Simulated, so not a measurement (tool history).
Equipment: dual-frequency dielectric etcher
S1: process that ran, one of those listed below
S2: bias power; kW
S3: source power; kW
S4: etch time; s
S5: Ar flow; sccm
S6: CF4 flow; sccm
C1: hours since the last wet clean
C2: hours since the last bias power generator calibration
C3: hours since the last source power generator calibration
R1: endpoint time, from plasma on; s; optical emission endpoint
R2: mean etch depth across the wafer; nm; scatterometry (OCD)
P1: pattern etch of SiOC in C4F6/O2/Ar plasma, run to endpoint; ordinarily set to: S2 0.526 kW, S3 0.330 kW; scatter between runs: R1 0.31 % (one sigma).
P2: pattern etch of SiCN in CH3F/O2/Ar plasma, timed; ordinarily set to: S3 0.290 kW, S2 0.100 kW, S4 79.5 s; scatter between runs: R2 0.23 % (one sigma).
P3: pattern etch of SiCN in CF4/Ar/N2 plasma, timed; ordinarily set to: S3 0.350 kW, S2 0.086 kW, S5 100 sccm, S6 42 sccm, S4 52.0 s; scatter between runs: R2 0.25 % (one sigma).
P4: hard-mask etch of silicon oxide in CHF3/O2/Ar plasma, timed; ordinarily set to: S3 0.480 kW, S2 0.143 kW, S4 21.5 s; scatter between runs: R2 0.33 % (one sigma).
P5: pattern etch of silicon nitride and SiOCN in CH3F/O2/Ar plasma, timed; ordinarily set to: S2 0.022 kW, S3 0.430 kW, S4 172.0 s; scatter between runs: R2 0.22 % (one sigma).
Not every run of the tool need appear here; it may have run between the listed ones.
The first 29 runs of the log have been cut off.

run 30 hour=207.9 | S1=P1 S2=0.526 S3=0.330 | C1=490.9 C2=869.0 C3=1695.8 | R1=11.1160
run 31 hour=215.9 | S1=P5 S2=0.022 S3=0.600 S4=172.0 | C1=498.9 C2=877.0 C3=1703.8 | R2=26.295
run 32 hour=224.1 | S1=P1 S2=0.737 S3=0.330 | C1=507.1 C2=885.2 C3=1712.0 | R1=9.7921
run 33 hour=232.8 | S1=P1 S2=0.526 S3=0.330 | C1=515.8 C2=893.9 C3=1720.7 | R1=11.1740
run 34 hour=238.1 | S1=P1 S2=0.526 S3=0.330 | C1=521.1 C2=899.2 C3=1726.0 | R1=11.0820
run 35 hour=246.1 | S1=P1 S2=0.526 S3=0.330 | C1=529.1 C2=907.2 C3=1734.0 | R1=11.0010
run 36 hour=255.0 | S1=P1 S2=0.526 S3=0.330 | C1=538.0 C2=916.1 C3=1742.9 | R1=11.0340
run 37 hour=261.2 | S1=P1 S2=0.526 S3=0.330 | C1=544.2 C2=922.3 C3=1749.1 | R1=10.9880
-- hour=261.4 wet clean of the chamber
run 38 hour=269.5 | S1=P1 S2=0.526 S3=0.330 | C1=8.1 C2=930.6 C3=1757.4 | R1=10.9910
run 39 hour=277.0 | S1=P1 S2=0.526 S3=0.330 | C1=15.6 C2=938.1 C3=1764.9 | R1=10.9820

Forecast run 40:
run 40 hour=284.0 | S1=P1 S2=0.526 S3=0.330 | C1=22.6 C2=945.1 C3=1771.9 | R1=?

Run 40 came out at R1 10.9400 s.
